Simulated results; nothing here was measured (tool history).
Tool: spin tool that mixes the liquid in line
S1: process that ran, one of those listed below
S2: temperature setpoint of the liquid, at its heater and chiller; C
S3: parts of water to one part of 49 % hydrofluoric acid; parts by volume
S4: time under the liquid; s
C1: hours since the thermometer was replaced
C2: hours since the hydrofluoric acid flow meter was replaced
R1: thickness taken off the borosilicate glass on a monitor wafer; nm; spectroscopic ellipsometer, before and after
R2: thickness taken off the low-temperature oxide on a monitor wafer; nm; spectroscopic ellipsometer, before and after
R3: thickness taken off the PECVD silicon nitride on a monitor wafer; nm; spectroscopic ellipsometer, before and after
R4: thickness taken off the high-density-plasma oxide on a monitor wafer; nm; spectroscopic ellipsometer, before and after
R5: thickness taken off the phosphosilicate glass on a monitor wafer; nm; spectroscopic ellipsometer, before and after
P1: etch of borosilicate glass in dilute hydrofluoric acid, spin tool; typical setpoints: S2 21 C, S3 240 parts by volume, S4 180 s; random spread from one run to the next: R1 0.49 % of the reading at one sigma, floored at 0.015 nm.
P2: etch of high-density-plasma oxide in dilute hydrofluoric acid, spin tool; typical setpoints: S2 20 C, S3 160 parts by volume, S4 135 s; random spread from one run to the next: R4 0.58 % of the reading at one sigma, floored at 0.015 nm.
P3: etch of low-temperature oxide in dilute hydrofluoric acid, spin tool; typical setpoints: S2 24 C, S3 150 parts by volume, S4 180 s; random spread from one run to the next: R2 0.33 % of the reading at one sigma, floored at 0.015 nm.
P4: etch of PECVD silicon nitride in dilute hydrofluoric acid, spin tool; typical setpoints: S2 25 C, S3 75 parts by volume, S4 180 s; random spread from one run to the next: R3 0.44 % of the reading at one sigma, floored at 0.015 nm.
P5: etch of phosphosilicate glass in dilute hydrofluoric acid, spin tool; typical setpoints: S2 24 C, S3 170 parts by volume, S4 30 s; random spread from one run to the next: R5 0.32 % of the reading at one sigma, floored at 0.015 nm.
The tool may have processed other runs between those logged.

run,hour,S1,S2,S3,S4,C1,C2,R1,R2,R3,R4,R5
1,11.7,P1,21,240,180,660.7,811.1,23.936,,,,
2,26.3,P1,21,240,180,675.3,825.7,23.809,,,,
3,35.9,P3,24,225,180,684.9,835.3,,15.029,,,
4,42.9,P4,25,75,310,691.9,842.3,,,8.6062,,
5,52.2,P1,21,240,180,701.2,851.6,24.092,,,,
6,65.5,P1,21,240,180,714.5,864.9,23.933,,,,
7,72.5,P3,24,150,310,721.5,871.9,,42.027,,,
8,81.7,P4,25,75,180,730.7,881.1,,,4.996,,
9,91,P2,20,160,135,740,890.4,,,,4.3183,
10,100.1,P4,30,75,180,749.1,899.5,,,6.8734,,
11,112.7,P1,21,100,180,761.7,912.1,66.37,,,,
12,121.6,P2,20,160,135,770.6,921,,,,4.2121,
13,131.5,P3,29.5,150,180,780.5,930.9,,30.095,,,
14,143.8,P2,20,160,205,792.8,943.2,,,,6.4522,
15,152.9,P4,25,30,180,801.9,952.3,,,12.321,,
16,162.7,P1,21,240,180,811.7,962.1,24.001,,,,
17,174.8,P5,24,170,55,823.8,974.2,,,,,31.133
18,188.6,P4,25,75,180,837.6,988,,,5.0075,,
19,201.2,P1,21,380,180,850.2,1000.6,13.308,,,,
20,213.6,P3,24,150,180,862.6,1013,,24.477,,,
21,223.4,P1,28,240,180,872.4,1022.8,30.858,,,,
22,233.8,P1,21,240,100,882.8,1033.2,13.484,,,,
23,242.1,P2,20,255,135,891.1,1041.5,,,,2.4526,
24,254,P1,21,240,315,903,1053.4,41.784,,,,
25,269.1,P5,24,170,30,918.1,1068.5,,,,,17.07
26,282.7,P5,24,170,30,931.7,1082.1,,,,,17.038
27,291.7,P5,24,35,30,940.7,1091.1,,,,,97.772
28,306.3,P1,21,240,180,955.3,1105.7,23.889,,,,
29,314,P1,17,240,180,963,1113.4,20.401,,,,
30,324.5,P2,27,160,135,973.5,1123.9,,,,5.5183,
31,339.2,P3,24,150,180,988.2,1138.6,,24.441,,,
32,352.8,P1,25.5,380,180,1001.8,1152.2,15.316,,,,
33,367,P5,20,170,30,1016,1166.4,,,,,14.497
34,378.5,P1,21,240,180,1027.5,1177.9,23.81,,,,
35,392.8,P1,21,240,180,1041.8,1192.2,23.109,,,,
36,405.7,P1,21,240,180,1054.7,1205.1,22.745,,,,
37,416.8,P1,21,240,180,1065.8,1216.2,22.568,,,,
38,429.7,P1,21,240,180,1078.7,1229.1,22.351,,,,
39,443.3,P1,21,240,180,1092.3,1242.7,22.285,,,,
40,458.4,P1,21,240,180,1107.4,1257.8,22.19,,,,
41,466.8,P1,21,240,180,1115.8,1266.2,22.106,,,,

Forecast run 42:
42,474.1,P1,21,240,180,1123.1,1273.5,?,,,,

{"run 42": {"R1": 22.269}}
